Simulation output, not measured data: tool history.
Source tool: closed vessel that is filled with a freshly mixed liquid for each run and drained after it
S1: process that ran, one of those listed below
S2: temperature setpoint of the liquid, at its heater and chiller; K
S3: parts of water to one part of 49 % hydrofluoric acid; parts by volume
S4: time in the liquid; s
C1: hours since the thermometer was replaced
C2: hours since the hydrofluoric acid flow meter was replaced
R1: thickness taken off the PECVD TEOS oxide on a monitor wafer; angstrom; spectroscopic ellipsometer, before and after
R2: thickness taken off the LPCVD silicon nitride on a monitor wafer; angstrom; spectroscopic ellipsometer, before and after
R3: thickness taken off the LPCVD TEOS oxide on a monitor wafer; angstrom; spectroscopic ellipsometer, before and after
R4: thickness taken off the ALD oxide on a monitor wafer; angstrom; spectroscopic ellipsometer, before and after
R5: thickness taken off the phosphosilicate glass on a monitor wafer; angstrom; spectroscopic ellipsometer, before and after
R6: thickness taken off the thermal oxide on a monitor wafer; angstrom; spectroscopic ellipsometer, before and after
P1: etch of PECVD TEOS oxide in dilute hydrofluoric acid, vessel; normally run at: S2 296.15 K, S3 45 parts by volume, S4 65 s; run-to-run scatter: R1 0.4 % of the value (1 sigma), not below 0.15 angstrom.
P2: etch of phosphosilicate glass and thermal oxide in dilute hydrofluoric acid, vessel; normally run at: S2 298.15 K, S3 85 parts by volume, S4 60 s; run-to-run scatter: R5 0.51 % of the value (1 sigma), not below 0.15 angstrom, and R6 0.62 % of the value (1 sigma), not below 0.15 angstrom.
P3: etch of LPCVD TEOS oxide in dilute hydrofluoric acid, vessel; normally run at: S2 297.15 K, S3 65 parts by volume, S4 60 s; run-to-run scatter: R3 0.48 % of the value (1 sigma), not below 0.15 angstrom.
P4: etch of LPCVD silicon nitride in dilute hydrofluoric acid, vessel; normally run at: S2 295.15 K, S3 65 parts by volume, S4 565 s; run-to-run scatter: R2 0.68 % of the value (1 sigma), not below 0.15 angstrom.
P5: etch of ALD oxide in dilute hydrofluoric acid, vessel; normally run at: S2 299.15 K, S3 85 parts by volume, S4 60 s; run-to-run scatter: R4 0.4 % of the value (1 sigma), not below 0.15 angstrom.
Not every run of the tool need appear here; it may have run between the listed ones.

run    day  S1      S2   S3   S4     C1     C2      R1      R2      R3      R4      R5      R6
  1  0.154  P1  296.15   45   65  478.3  277.3  177.49
  2    0.3  P4  290.65   65  565  481.8  280.8           30.59
  3  0.442  P3  297.15   65   60  485.2  284.2                  162.15
  4  0.546  P1  290.15   45   65  487.7  286.7  137.12
  5  0.717  P3  292.15   65   60  491.8  290.8                  130.81
  6  0.858  P4  295.15   65  235  495.2  294.2          17.375
  7  1.008  P1  302.65   45   65  498.8  297.8  230.02
  8  1.142  P5  299.15   85   60    502    301                          172.47
  9  1.321  P2  298.15   85   30  506.3  305.3                                  735.47   17.55
 10  1.488  P1  290.65   45   90  510.3  309.3  193.95
 11  1.667  P2  298.15   85   60  514.6  313.6                                  1475.7  35.026
 12  1.783  P2  298.15  145   60  517.4  316.4                                  802.08  18.895
 13  1.958  P2  298.15   85   60  521.6  320.6                                  1469.5  34.642
 14  2.062  P1  296.15   45  100  524.1  323.1  272.64
 15  2.175  P1  296.15   45   65  526.8  325.8  175.68
 16  2.342  P3  297.15   65   30  530.8  329.8                  81.003
 17  2.454  P4  295.15  115  565  533.5  332.5           23.78
 18  2.608  P5  299.15   85  110  537.2  336.2                          313.86
 19    2.8  P1  296.15   60   65  541.8  340.8  130.02
 20  2.917  P2  291.65   85   60  544.6  343.6                                  1128.6  26.339
 21  3.021  P1  296.15   20   65  547.1  346.1  409.98
 22  3.133  P1  296.15   20   35  549.8  348.8  219.61
 23  3.225  P1  296.15   45   65    552    351  176.29
 24  3.338  P3  297.15   20   60  554.7  353.7                  554.14
 25  3.467  P1  300.15   45   30  557.8  356.8  96.325
 26  3.596  P5  299.15  135   60  560.9  359.9                          101.43
     3.612  -- hydrofluoric acid flow meter replaced
 27  3.771  P1  296.15   45   30  565.1    3.8  81.735
       3.9  -- thermometer replaced
 28  3.938  P5  305.15   85   60    0.9    7.8                           216.3
 29  4.029  P4  295.15   65  565    3.1     10          41.461
 30  4.158  P1  296.15   45   65    6.2   13.1   176.9
 31   4.35  P1  296.15   45   65   10.8   17.7  176.04
 32  4.529  P1  296.15   45   65   15.1     22  184.53
 33  4.688  P1  296.15   45   65   18.9   25.8  186.07
 34  4.867  P1  296.15   45   65   23.2   30.1  188.23
 35  4.967  P1  296.15   45   65   25.6   32.5   190.6
 36  5.162  P1  296.15   45   65   30.3   37.2   191.1
 37  5.346  P1  296.15   45   65   34.7   41.6  192.34
 38  5.496  P1  296.15   45   65   38.3   45.2  194.14
 39  5.629  P1  296.15   45   65   41.5   48.4  193.72
 40  5.733  P1  296.15   45   65     44   50.9  192.58

P1 no longer gives what it gave before; its output has crept away from where it was. The following 2 causes, each at its listed size, fit the log equally well:
A: liquid hotter than its thermometer reads (K) = 2.15
B: hydrofluoric acid flow above the setpoint (%) = 8.74
The creep began at about day 4.35.

4 check runs are offered, one wafer each, their results left as question marks. Which one tells the causes apart?
check 1  5.838  P5  299.15  85   60                       ?
check 2  5.838  P4  295.15  65  565               ?
check 3  5.838  P2  298.15  85   60                           ?   ?
check 4  5.838  P3  297.15  65   60                   ?

Predicted outcomes, by check and by cause:
  check  result    if A    if B
check 1      R4  186.56  188.24
check 2      R2  47.799  44.877
check 3      R5  1603.3  1616.2
check 3      R6  37.766  38.071
check 4      R3  176.57  177.25
How far apart the two closest causes lie, in the result that separates them most: check 1 0.9 %; check 2 6.31 %; check 3 0.8 %; check 4 0.38 %
Of the check runs offered, only check 2 discriminates between the causes; the rest would read about the same regardless of which cause applies.

Then check 2 was run and gave: R2 47.623 angstrom. Which cause is it?

It was cause A: liquid hotter than its thermometer reads (K).
